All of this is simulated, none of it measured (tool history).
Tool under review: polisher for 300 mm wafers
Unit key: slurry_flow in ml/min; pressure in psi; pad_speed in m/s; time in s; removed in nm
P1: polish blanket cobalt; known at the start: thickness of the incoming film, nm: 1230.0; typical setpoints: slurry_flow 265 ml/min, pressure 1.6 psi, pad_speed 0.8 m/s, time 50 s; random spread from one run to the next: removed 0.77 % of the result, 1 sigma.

run	hour	slurry_flow	pressure	pad_speed	time	wafers polished on this pad	hours since the slurry nozzle was cleaned	hours since the head pressure was calibrated	removed
1	8.2	265	1.6	0.8	50	399	177.7	205.7	134.28
2	17.9	265	1.6	0.8	22	458	187.4	215.4	58.039
3	26.4	265	1.6	0.8	70	510	195.9	223.9	185.72
4	37.5	265	1.6	0.8	50	578	207	235	134.17
5	42.6	265	1.6	0.36	50	609	212.1	240.1	59.633
6	51.1	160	1.6	0.8	50	661	220.6	248.6	125.66
7	62.7	265	1.6	0.8	50	732	232.2	260.2	133.58
8	72.5	160	1.6	0.8	34	792	242	270	85.353
9	79.1	265	1.6	1.06	50	833	248.6	276.6	177.4
10	88.6	265	2.5	1.22	50	891	258.1	286.1	321.18
11	97.7	265	0.7	0.8	50	947	267.2	295.2	58.493
12	104.3	265	1.6	0.8	50	987	273.8	301.8	133.71
13	113.9	265	2.2	0.8	50	1046	283.4	311.4	185.12
14	122.1	190	0.7	0.8	50	1096	291.6	319.6	56.694
15	128.8	365	1.6	0.8	50	1137	298.3	326.3	136.93
16	136.7	265	1.6	0.8	50	1186	306.2	334.2	133.71
17	141.9	265	1.6	0.8	50	1218	311.4	339.4	131.87
18	152.2	265	1.6	0.8	50	1281	321.7	349.7	127.94

Expected results for the next run?
# hour 156.4: worn pad replaced by a new one
19	163.3	265	1.6	0.8	50	42	332.8	360.8	?

{"run 19": {"removed": 127.25}}
